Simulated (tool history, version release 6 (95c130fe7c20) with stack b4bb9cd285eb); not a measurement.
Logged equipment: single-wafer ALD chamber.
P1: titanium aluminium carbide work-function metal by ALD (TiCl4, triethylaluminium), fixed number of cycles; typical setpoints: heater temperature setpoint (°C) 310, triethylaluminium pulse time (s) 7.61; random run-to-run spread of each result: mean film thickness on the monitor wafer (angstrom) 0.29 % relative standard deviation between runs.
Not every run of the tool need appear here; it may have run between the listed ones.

run,day,heater temperature setpoint (°C),triethylaluminium pulse time (s),hours since the last thermocouple change,hours since the last triethylaluminium bottle change,mean film thickness on the monitor wafer (angstrom)
1,0.396,310,7.61,720.6,249.1,19.319
# day 0.604: triethylaluminium bottle replaced
2,0.767,310,7.61,729.5,4,19.374
3,1.162,310,3.51,739,13.5,14.63
# day 1.217: thermocouple changed; heater temperature recalibrated
4,1.604,310,7.61,9.3,24.1,19.395
5,1.829,299,10.2,14.7,29.5,19.343
6,2.092,310,7.61,21,35.8,19.426
7,2.354,331,11,27.3,42.1,22.302
8,2.583,287,7.61,32.8,47.6,17.432
9,2.892,310,7.61,40.2,55,19.397
10,3.288,310,7.61,49.7,64.5,19.326
11,3.542,299,4.55,55.8,70.6,15.819
12,3.825,310,12.38,62.6,77.4,20.477
13,4.138,333,7.61,70.1,84.9,21.265
14,4.383,310,7.61,76,90.8,19.293
15,4.621,310,7.61,81.7,96.5,19.269
16,5.046,310,7.61,91.9,106.7,19.178

What does the tool deliver on the next run?
17,5.288,310,7.61,97.7,112.5,?

Logged for run 17: mean film thickness on the monitor wafer (angstrom) 18.995.
